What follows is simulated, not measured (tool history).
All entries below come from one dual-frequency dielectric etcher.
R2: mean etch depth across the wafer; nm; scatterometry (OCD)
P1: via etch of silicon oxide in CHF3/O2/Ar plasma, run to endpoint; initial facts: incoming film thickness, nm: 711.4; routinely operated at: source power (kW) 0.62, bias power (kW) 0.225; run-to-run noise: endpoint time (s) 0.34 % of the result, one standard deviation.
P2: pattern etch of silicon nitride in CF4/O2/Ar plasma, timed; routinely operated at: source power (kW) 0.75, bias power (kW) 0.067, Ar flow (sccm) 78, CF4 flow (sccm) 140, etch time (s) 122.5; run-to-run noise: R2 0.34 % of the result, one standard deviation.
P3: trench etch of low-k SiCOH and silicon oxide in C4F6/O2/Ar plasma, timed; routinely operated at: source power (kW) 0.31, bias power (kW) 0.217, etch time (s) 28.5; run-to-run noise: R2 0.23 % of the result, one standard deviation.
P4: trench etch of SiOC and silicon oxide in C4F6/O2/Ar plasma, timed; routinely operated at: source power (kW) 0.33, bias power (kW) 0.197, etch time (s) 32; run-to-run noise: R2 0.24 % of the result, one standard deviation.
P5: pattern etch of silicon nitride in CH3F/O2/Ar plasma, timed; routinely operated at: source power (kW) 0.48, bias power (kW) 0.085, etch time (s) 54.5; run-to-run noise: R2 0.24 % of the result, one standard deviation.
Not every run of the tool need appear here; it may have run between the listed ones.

{"run": 1, "hour": 12.5, "process that ran": "P1", "source power (kW)": 0.62, "bias power (kW)": 0.225, "endpoint time (s)": 331.3}
{"run": 2, "hour": 24.3, "process that ran": "P4", "source power (kW)": 0.33, "bias power (kW)": 0.12, "etch time (s)": 32, "R2": 50.077}
{"run": 3, "hour": 31.4, "process that ran": "P3", "source power (kW)": 0.18, "bias power (kW)": 0.217, "etch time (s)": 28.5, "R2": 70.028}
{"run": 4, "hour": 39.9, "process that ran": "P1", "source power (kW)": 0.62, "bias power (kW)": 0.225, "endpoint time (s)": 333.58}
{"run": 5, "hour": 52.1, "process that ran": "P2", "source power (kW)": 0.75, "bias power (kW)": 0.067, "etch time (s)": 158, "Ar flow (sccm)": 78, "CF4 flow (sccm)": 140, "R2": 500.32}
{"run": 6, "hour": 62.8, "process that ran": "P2", "source power (kW)": 0.75, "bias power (kW)": 0.067, "etch time (s)": 122.5, "Ar flow (sccm)": 78, "CF4 flow (sccm)": 140, "R2": 390.7}
{"hour": 69.6, "done": "source power generator calibrated"}
{"run": 7, "hour": 76.2, "process that ran": "P5", "source power (kW)": 0.34, "bias power (kW)": 0.085, "etch time (s)": 54.5, "R2": 38.183}
{"run": 8, "hour": 87.2, "process that ran": "P5", "source power (kW)": 0.48, "bias power (kW)": 0.085, "etch time (s)": 54.5, "R2": 43.31}
{"run": 9, "hour": 96.7, "process that ran": "P5", "source power (kW)": 0.48, "bias power (kW)": 0.085, "etch time (s)": 30, "R2": 23.9}
{"run": 10, "hour": 107.6, "process that ran": "P2", "source power (kW)": 0.99, "bias power (kW)": 0.067, "etch time (s)": 122.5, "Ar flow (sccm)": 78, "CF4 flow (sccm)": 140, "R2": 495.18}
{"run": 11, "hour": 118.9, "process that ran": "P5", "source power (kW)": 0.48, "bias power (kW)": 0.104, "etch time (s)": 54.5, "R2": 46.536}
{"run": 12, "hour": 125.5, "process that ran": "P1", "source power (kW)": 0.46, "bias power (kW)": 0.225, "endpoint time (s)": 370.88}
{"run": 13, "hour": 133.2, "process that ran": "P1", "source power (kW)": 0.62, "bias power (kW)": 0.225, "endpoint time (s)": 332.18}
{"run": 14, "hour": 140.9, "process that ran": "P2", "source power (kW)": 0.75, "bias power (kW)": 0.067, "etch time (s)": 122.5, "Ar flow (sccm)": 51, "CF4 flow (sccm)": 140, "R2": 399.69}
{"run": 15, "hour": 151.0, "process that ran": "P4", "source power (kW)": 0.46, "bias power (kW)": 0.197, "etch time (s)": 32, "R2": 66.69}
{"run": 16, "hour": 159.9, "process that ran": "P3", "source power (kW)": 0.31, "bias power (kW)": 0.217, "etch time (s)": 28.5, "R2": 86.282}
{"run": 17, "hour": 167.3, "process that ran": "P1", "source power (kW)": 0.39, "bias power (kW)": 0.152, "endpoint time (s)": 452.77}
{"run": 18, "hour": 178.4, "process that ran": "P1", "source power (kW)": 0.62, "bias power (kW)": 0.225, "endpoint time (s)": 333.76}
{"run": 19, "hour": 190.4, "process that ran": "P1", "source power (kW)": 0.77, "bias power (kW)": 0.179, "endpoint time (s)": 330.8}
{"run": 20, "hour": 200.3, "process that ran": "P1", "source power (kW)": 0.62, "bias power (kW)": 0.184, "endpoint time (s)": 356.47}
{"run": 21, "hour": 206.5, "process that ran": "P4", "source power (kW)": 0.33, "bias power (kW)": 0.197, "etch time (s)": 32, "R2": 58.449}
{"run": 22, "hour": 213.8, "process that ran": "P3", "source power (kW)": 0.31, "bias power (kW)": 0.285, "etch time (s)": 28.5, "R2": 94.811}
{"run": 23, "hour": 223.6, "process that ran": "P4", "source power (kW)": 0.33, "bias power (kW)": 0.197, "etch time (s)": 19.5, "R2": 35.593}
{"run": 24, "hour": 234.2, "process that ran": "P2", "source power (kW)": 0.75, "bias power (kW)": 0.067, "etch time (s)": 122.5, "Ar flow (sccm)": 78, "CF4 flow (sccm)": 110, "R2": 380.83}
{"run": 25, "hour": 243.9, "process that ran": "P1", "source power (kW)": 0.8, "bias power (kW)": 0.225, "endpoint time (s)": 301.11}
{"run": 26, "hour": 257.2, "process that ran": "P2", "source power (kW)": 0.75, "bias power (kW)": 0.054, "etch time (s)": 122.5, "Ar flow (sccm)": 78, "CF4 flow (sccm)": 140, "R2": 358.67}
{"run": 27, "hour": 268.7, "process that ran": "P1", "source power (kW)": 0.62, "bias power (kW)": 0.285, "endpoint time (s)": 306.25}
{"run": 28, "hour": 277.8, "process that ran": "P1", "source power (kW)": 0.88, "bias power (kW)": 0.307, "endpoint time (s)": 262.23}
{"run": 29, "hour": 287.8, "process that ran": "P3", "source power (kW)": 0.31, "bias power (kW)": 0.217, "etch time (s)": 39.5, "R2": 118.95}
{"run": 30, "hour": 300.2, "process that ran": "P1", "source power (kW)": 0.62, "bias power (kW)": 0.225, "endpoint time (s)": 332.39}
{"run": 31, "hour": 309.4, "process that ran": "P1", "source power (kW)": 0.62, "bias power (kW)": 0.225, "endpoint time (s)": 333.79}
{"run": 32, "hour": 316.6, "process that ran": "P1", "source power (kW)": 0.62, "bias power (kW)": 0.225, "endpoint time (s)": 333.49}
{"run": 33, "hour": 326.5, "process that ran": "P1", "source power (kW)": 0.62, "bias power (kW)": 0.225, "endpoint time (s)": 336.63}
{"run": 34, "hour": 333.9, "process that ran": "P1", "source power (kW)": 0.62, "bias power (kW)": 0.225, "endpoint time (s)": 336.81}
{"hour": 338.7, "done": "wet clean of the chamber"}
{"run": 35, "hour": 346.9, "process that ran": "P1", "source power (kW)": 0.62, "bias power (kW)": 0.225, "endpoint time (s)": 338.65}
{"run": 36, "hour": 356.6, "process that ran": "P1", "source power (kW)": 0.62, "bias power (kW)": 0.225, "endpoint time (s)": 336.06}
{"run": 37, "hour": 365.8, "process that ran": "P1", "source power (kW)": 0.62, "bias power (kW)": 0.225, "endpoint time (s)": 336.28}
{"run": 38, "hour": 377.6, "process that ran": "P1", "source power (kW)": 0.62, "bias power (kW)": 0.225, "endpoint time (s)": 340.24}

What P1 gives has crept off from where it sat before. The 2 causes that follow fit the log equally well, each at the size noted:
A: source power that arrives under what is set, % = 4.41
B: bias power that arrives under what is set, % = 4.77
At approximately hour 309.4, the process output began to creep.
All other causes, with the reason each is excluded:
chamber walls in a state that lowers the etch rate, %: serviced after onset, at hour 338.7, with no recovery of the prior output

Which of the 4 check runs listed below, each an average over 2 wafers with its results shown as question marks, gives clearly different results under the different listed causes?
{"run": "check 1", "hour": 389.4, "process that ran": "P5", "source power (kW)": 0.48, "bias power (kW)": 0.085, "etch time (s)": 54.5, "R2": "?"}
{"run": "check 2", "hour": 389.4, "process that ran": "P4", "source power (kW)": 0.33, "bias power (kW)": 0.197, "etch time (s)": 32, "R2": "?"}
{"run": "check 3", "hour": 389.4, "process that ran": "P2", "source power (kW)": 0.75, "bias power (kW)": 0.067, "etch time (s)": 122.5, "Ar flow (sccm)": 78, "CF4 flow (sccm)": 140, "R2": "?"}
{"run": "check 4", "hour": 389.4, "process that ran": "P3", "source power (kW)": 0.31, "bias power (kW)": 0.217, "etch time (s)": 28.5, "R2": "?"}

Check results expected under each cause:
check=check_1 result=R2 if_A=42.63 if_B=42.628
check=check_2 result=R2 if_A=57.457 if_B=57.542
check=check_3 result=R2 if_A=373.11 if_B=381.35
check=check_4 result=R2 if_A=84.619 if_B=84.705
Distance between the nearest two causes, measured in the result of the check that separates them most: check 1 0.01 %; check 2 0.15 %; check 3 2.18 %; check 4 0.1 %
Check 3 tells the causes apart: in the others they would give nearly the same result.

The results of check 3 are: R2 373.07 nm. Based on these, which of the listed causes is it?

Of the candidate causes, it is A: source power that arrives under what is set, %.
